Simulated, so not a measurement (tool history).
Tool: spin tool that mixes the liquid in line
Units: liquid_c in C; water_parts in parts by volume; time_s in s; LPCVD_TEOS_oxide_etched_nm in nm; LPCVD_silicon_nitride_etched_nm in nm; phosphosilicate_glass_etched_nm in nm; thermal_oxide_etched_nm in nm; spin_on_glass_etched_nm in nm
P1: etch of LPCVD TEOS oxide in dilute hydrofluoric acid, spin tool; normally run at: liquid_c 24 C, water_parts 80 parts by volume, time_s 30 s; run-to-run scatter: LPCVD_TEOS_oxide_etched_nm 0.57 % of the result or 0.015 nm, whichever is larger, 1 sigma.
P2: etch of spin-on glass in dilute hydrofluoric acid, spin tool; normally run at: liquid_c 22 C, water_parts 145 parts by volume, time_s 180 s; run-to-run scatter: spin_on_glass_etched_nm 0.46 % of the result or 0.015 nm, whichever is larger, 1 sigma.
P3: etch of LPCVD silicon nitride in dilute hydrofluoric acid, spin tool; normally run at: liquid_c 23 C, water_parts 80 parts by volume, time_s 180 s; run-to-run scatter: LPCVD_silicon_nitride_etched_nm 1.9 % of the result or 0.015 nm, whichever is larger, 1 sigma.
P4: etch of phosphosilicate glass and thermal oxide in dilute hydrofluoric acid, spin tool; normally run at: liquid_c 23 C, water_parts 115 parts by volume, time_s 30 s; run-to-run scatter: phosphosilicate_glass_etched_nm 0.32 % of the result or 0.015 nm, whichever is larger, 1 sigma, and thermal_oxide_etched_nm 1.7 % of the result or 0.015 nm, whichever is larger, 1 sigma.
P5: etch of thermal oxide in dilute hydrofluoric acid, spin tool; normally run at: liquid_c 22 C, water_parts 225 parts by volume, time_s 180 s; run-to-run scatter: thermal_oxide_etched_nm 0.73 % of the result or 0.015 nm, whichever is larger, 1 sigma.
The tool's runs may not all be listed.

run,day,process,liquid_c,water_parts,time_s,LPCVD_TEOS_oxide_etched_nm,LPCVD_silicon_nitride_etched_nm,phosphosilicate_glass_etched_nm,thermal_oxide_etched_nm,spin_on_glass_etched_nm
1,0.221,P1,24,80,30,10.921,,,,
2,0.421,P1,28,80,30,12.832,,,,
3,0.638,P3,23,80,180,,1.1181,,,
4,0.817,P3,23,80,180,,1.1098,,,
5,1,P4,17,115,30,,,12.091,0.92248,
6,1.267,P2,22,145,180,,,,,35.623
7,1.567,P2,22,145,300,,,,,59.219
8,1.912,P3,17,80,180,,0.74761,,,
9,2.242,P3,23,80,50,,0.31493,,,
10,2.508,P1,19.5,40,30,18.834,,,,
11,2.754,P2,22,65,180,,,,,86.007
12,2.933,P1,24,130,30,6.3185,,,,
13,3.196,P1,18.5,80,30,8.6,,,,
14,3.396,P5,22,100,180,,,,7.3297,
15,3.762,P4,23,20,30,,,100.18,7.5784,
16,4.104,P1,24,80,30,11.023,,,,
17,4.317,P4,23,115,15,,,7.6502,0.5987,
18,4.642,P1,24,80,60,21.878,,,,
19,4.921,P1,30,80,55,24.989,,,,
20,5.258,P1,24,80,30,10.831,,,,
21,5.596,P2,17,145,180,,,,,29.088
22,5.833,P5,17,225,180,,,,2.363,
23,6.058,P5,22,225,305,,,,4.8427,
24,6.412,P3,23,50,180,,1.7996,,,
25,6.671,P1,24,80,15,5.4049,,,,
26,6.925,P5,22,225,180,,,,2.8937,
27,7.112,P1,24,80,30,11.006,,,,
28,7.325,P1,24,20,30,47.237,,,,
29,7.604,P4,23,115,30,,,15.458,1.1959,
30,7.796,P1,24,80,30,10.838,,,,

Forecast run 31:
31,7.996,P1,24,80,30,?,,,,

Run 31 gave LPCVD_TEOS_oxide_etched_nm 10.53 nm.
